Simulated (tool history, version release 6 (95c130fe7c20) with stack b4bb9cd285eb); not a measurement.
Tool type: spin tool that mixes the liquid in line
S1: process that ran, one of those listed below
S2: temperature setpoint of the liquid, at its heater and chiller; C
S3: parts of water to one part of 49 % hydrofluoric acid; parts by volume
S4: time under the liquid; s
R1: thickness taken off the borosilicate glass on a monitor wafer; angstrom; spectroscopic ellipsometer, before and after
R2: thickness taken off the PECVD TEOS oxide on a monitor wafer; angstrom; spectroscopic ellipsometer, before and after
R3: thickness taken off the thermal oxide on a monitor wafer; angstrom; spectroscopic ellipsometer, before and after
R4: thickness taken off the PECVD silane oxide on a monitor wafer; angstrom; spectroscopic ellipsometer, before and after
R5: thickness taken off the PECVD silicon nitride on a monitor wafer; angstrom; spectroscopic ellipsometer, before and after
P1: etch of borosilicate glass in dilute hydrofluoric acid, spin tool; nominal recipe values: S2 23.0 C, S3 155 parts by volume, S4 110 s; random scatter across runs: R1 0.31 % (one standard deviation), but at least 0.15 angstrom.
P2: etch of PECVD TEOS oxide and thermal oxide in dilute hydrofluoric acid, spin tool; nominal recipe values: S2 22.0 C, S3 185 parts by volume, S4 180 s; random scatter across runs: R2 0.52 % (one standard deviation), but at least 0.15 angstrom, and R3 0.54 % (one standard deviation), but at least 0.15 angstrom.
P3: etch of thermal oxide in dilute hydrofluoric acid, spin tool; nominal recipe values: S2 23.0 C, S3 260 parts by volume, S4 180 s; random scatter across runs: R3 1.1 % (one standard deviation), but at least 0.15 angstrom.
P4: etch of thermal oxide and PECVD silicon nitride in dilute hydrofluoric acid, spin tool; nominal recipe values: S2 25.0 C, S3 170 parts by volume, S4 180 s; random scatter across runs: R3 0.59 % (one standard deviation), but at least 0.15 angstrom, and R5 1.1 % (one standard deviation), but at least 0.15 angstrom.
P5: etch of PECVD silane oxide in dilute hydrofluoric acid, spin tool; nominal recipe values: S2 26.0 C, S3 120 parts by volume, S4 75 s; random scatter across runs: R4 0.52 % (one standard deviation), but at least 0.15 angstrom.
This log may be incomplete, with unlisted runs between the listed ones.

{"run": 1, "hour": 8.5, "S1": "P1", "S2": 23.0, "S3": 155, "S4": 110, "R1": 332.44}
{"run": 2, "hour": 16.5, "S1": "P1", "S2": 23.0, "S3": 155, "S4": 160, "R1": 483.71}
{"run": 3, "hour": 23.7, "S1": "P2", "S2": 22.0, "S3": 185, "S4": 180, "R2": 177.28, "R3": 38.282}
{"run": 4, "hour": 33.3, "S1": "P1", "S2": 23.0, "S3": 155, "S4": 110, "R1": 330.75}
{"run": 5, "hour": 42.0, "S1": "P1", "S2": 23.0, "S3": 155, "S4": 45, "R1": 136.16}
{"run": 6, "hour": 52.5, "S1": "P1", "S2": 26.5, "S3": 225, "S4": 110, "R1": 240.79}
{"run": 7, "hour": 65.1, "S1": "P3", "S2": 23.0, "S3": 260, "S4": 180, "R3": 24.747}
{"run": 8, "hour": 77.2, "S1": "P2", "S2": 22.0, "S3": 100, "S4": 180, "R2": 355.51, "R3": 77.52}
{"run": 9, "hour": 86.0, "S1": "P3", "S2": 23.0, "S3": 260, "S4": 180, "R3": 24.883}
{"run": 10, "hour": 93.6, "S1": "P1", "S2": 23.0, "S3": 155, "S4": 110, "R1": 331.79}
{"run": 11, "hour": 102.6, "S1": "P1", "S2": 23.0, "S3": 155, "S4": 110, "R1": 331.47}
{"run": 12, "hour": 110.1, "S1": "P5", "S2": 26.0, "S3": 215, "S4": 75, "R4": 92.392}
{"run": 13, "hour": 123.7, "S1": "P2", "S2": 22.0, "S3": 185, "S4": 180, "R2": 176.65, "R3": 37.92}
{"hour": 132.6, "done": "thermometer replaced"}
{"run": 14, "hour": 134.5, "S1": "P1", "S2": 18.5, "S3": 155, "S4": 110, "R1": 278.65}
{"run": 15, "hour": 144.7, "S1": "P5", "S2": 32.5, "S3": 120, "S4": 75, "R4": 233.54}
{"run": 16, "hour": 157.0, "S1": "P1", "S2": 28.5, "S3": 155, "S4": 110, "R1": 406.43}
{"run": 17, "hour": 164.9, "S1": "P2", "S2": 30.0, "S3": 185, "S4": 180, "R2": 235.33, "R3": 51.351}
{"run": 18, "hour": 175.2, "S1": "P3", "S2": 23.0, "S3": 470, "S4": 180, "R3": 11.127}
{"run": 19, "hour": 186.2, "S1": "P3", "S2": 23.0, "S3": 260, "S4": 80, "R3": 11.281}
{"run": 20, "hour": 194.8, "S1": "P4", "S2": 25.0, "S3": 170, "S4": 325, "R3": 85.164, "R5": 35.084}
{"run": 21, "hour": 208.3, "S1": "P1", "S2": 23.0, "S3": 155, "S4": 110, "R1": 332.21}
{"run": 22, "hour": 219.1, "S1": "P5", "S2": 26.0, "S3": 120, "S4": 125, "R4": 307.11}
{"run": 23, "hour": 226.7, "S1": "P4", "S2": 25.0, "S3": 170, "S4": 180, "R3": 46.868, "R5": 19.964}
{"run": 24, "hour": 240.4, "S1": "P5", "S2": 26.0, "S3": 120, "S4": 75, "R4": 183.07}
{"run": 25, "hour": 250.5, "S1": "P1", "S2": 23.0, "S3": 25, "S4": 110, "R1": 2413.7}
{"run": 26, "hour": 263.9, "S1": "P1", "S2": 17.0, "S3": 265, "S4": 110, "R1": 138.23}
{"run": 27, "hour": 276.0, "S1": "P5", "S2": 26.0, "S3": 120, "S4": 75, "R4": 183.64}
{"run": 28, "hour": 285.8, "S1": "P1", "S2": 23.0, "S3": 270, "S4": 110, "R1": 169.42}
{"run": 29, "hour": 295.3, "S1": "P3", "S2": 17.0, "S3": 260, "S4": 180, "R3": 19.991}
{"run": 30, "hour": 306.0, "S1": "P4", "S2": 25.0, "S3": 85, "S4": 180, "R3": 105.04, "R5": 38.319}
{"run": 31, "hour": 315.7, "S1": "P2", "S2": 22.0, "S3": 185, "S4": 15, "R2": 14.64, "R3": 3.1286}
{"run": 32, "hour": 323.1, "S1": "P1", "S2": 23.0, "S3": 155, "S4": 110, "R1": 331.35}
{"run": 33, "hour": 331.3, "S1": "P1", "S2": 23.0, "S3": 275, "S4": 65, "R1": 96.858}
{"run": 34, "hour": 340.3, "S1": "P1", "S2": 23.0, "S3": 155, "S4": 110, "R1": 332.99}
{"run": 35, "hour": 351.4, "S1": "P4", "S2": 29.0, "S3": 170, "S4": 180, "R3": 54.167, "R5": 25.183}
{"run": 36, "hour": 363.9, "S1": "P1", "S2": 23.0, "S3": 155, "S4": 110, "R1": 332.82}
{"run": 37, "hour": 374.0, "S1": "P1", "S2": 23.0, "S3": 155, "S4": 110, "R1": 319.39}
{"run": 38, "hour": 381.0, "S1": "P1", "S2": 23.0, "S3": 155, "S4": 110, "R1": 314.2}
{"run": 39, "hour": 388.0, "S1": "P1", "S2": 23.0, "S3": 155, "S4": 110, "R1": 310.89}
{"run": 40, "hour": 401.0, "S1": "P1", "S2": 23.0, "S3": 155, "S4": 110, "R1": 307.16}
{"run": 41, "hour": 407.5, "S1": "P1", "S2": 23.0, "S3": 155, "S4": 110, "R1": 306.32}
{"run": 42, "hour": 417.4, "S1": "P1", "S2": 23.0, "S3": 155, "S4": 110, "R1": 307.01}
{"run": 43, "hour": 430.9, "S1": "P1", "S2": 23.0, "S3": 155, "S4": 110, "R1": 306.01}
{"run": 44, "hour": 444.6, "S1": "P1", "S2": 23.0, "S3": 155, "S4": 110, "R1": 303.59}

The output of P1 has drifted from where it used to be. Each of the 2 causes below, taken at the size shown beside it, accounts for the log equally well:
A: liquid colder than its thermometer reads (K) = 2.26
B: hydrofluoric acid flow below the setpoint (%) = 7.17
The creep began at about hour 363.9.

Of the 4 check runs below, each run on 2 wafers with the results averaged and each result still a question mark, which one would tell the listed causes apart?
{"run": "check 1", "hour": 458.3, "S1": "P4", "S2": 25.0, "S3": 170, "S4": 315, "R3": "?", "R5": "?"}
{"run": "check 2", "hour": 458.3, "S1": "P3", "S2": 17.0, "S3": 345, "S4": 180, "R3": "?"}
{"run": "check 3", "hour": 458.3, "S1": "P2", "S2": 29.5, "S3": 185, "S4": 15, "R2": "?", "R3": "?"}
{"run": "check 4", "hour": 458.3, "S1": "P5", "S2": 26.0, "S3": 180, "S4": 75, "R4": "?"}

Outcome of each check run for each possible cause:
check=check_1 result=R3 if_A=76.0640 if_B=75.7670
check=check_1 result=R5 if_A=29.536 if_B=31.704
check=check_2 result=R3 if_A=12.8110 if_B=12.6740
check=check_3 result=R2 if_A=17.836 if_B=17.633
check=check_3 result=R3 if_A=3.8634 if_B=3.8194
check=check_4 result=R4 if_A=104.600 if_B=103.930
Minimum pairwise separation of causes per check, each pair taken at its best-separating result: check 1 7.08 %; check 2 1.07 %; check 3 1.15 %; check 4 0.64 %
Check 1 is the one run that separates the causes; every other check would come out nearly the same whichever cause is at work.

Then check 1 was run and gave: R3 76.5120 angstrom; R5 28.901 angstrom. Which cause is it?

It was cause A: liquid colder than its thermometer reads (K).
